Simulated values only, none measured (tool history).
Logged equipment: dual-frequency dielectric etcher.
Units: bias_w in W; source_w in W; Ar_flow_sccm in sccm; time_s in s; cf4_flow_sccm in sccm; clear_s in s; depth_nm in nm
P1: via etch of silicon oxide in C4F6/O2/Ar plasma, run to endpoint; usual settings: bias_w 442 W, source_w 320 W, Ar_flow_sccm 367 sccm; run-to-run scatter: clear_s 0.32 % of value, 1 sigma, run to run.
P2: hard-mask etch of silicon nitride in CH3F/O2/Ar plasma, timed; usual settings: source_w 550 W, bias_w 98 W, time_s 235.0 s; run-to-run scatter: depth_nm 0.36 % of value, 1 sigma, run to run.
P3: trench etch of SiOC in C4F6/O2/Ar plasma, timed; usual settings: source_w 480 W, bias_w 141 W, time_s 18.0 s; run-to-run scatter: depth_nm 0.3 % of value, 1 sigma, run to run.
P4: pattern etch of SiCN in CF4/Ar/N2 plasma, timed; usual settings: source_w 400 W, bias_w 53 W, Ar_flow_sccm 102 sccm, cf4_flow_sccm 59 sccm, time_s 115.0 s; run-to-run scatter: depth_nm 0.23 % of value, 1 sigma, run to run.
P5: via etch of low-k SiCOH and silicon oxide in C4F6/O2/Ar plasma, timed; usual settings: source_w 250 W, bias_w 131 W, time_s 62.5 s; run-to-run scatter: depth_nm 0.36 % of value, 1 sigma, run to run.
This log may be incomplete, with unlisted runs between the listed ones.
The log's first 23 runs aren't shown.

run,hour,process,bias_w,source_w,Ar_flow_sccm,time_s,cf4_flow_sccm,hours since the last wet clean,hours since the last bias power generator calibration,hours since the last source power generator calibration,hours since the last Ar flow controller change,clear_s,depth_nm
24,286.7,P4,53,400,102,115.0,59,338.6,201.3,822.4,1937.3,,79.344
25,300.8,P1,541,190,367,,,352.7,215.4,836.5,1951.4,37.662,
26,314.8,P3,141,480,,18.0,,366.7,229.4,850.5,1965.4,,37.533
27,325.3,P1,442,320,218,,,377.2,239.9,861.0,1975.9,31.462,
28,332.7,P2,98,400,,235.0,,384.6,247.3,868.4,1983.3,,180.580
# hour 340.2: Ar flow controller replaced
29,341.5,P1,336,320,452,,,393.4,256.1,877.2,1.4,37.752,
30,350.9,P1,442,320,367,,,402.8,265.5,886.6,10.8,33.556,
31,365.8,P1,442,320,367,,,417.7,280.4,901.5,25.7,33.479,
32,381.0,P4,53,400,65,115.0,59,432.9,295.6,916.7,40.9,,85.326
33,390.8,P5,131,250,,62.5,,442.7,305.4,926.5,50.7,,123.920
34,398.9,P1,442,320,367,,,450.8,313.5,934.6,58.8,33.581,
35,407.2,P1,442,320,367,,,459.1,321.8,942.9,67.1,33.249,
36,422.8,P1,442,320,367,,,474.7,337.4,958.5,82.7,33.212,
37,435.1,P1,442,320,367,,,487.0,349.7,970.8,95.0,33.125,
# hour 441.6: wet clean of the chamber
# hour 441.7: Ar flow controller replaced
38,450.6,P1,442,320,367,,,9.1,365.2,986.3,8.9,33.366,
39,460.1,P1,442,320,367,,,18.6,374.7,995.8,18.4,32.907,
40,467.6,P1,442,320,367,,,26.1,382.2,1003.3,25.9,33.069,
41,477.8,P1,442,320,367,,,36.3,392.4,1013.5,36.1,33.157,

For run 42, what comes out?
42,488.4,P1,442,320,367,,,46.9,403.0,1024.1,46.7,?,

{"run 42": {"clear_s": 33.1}}

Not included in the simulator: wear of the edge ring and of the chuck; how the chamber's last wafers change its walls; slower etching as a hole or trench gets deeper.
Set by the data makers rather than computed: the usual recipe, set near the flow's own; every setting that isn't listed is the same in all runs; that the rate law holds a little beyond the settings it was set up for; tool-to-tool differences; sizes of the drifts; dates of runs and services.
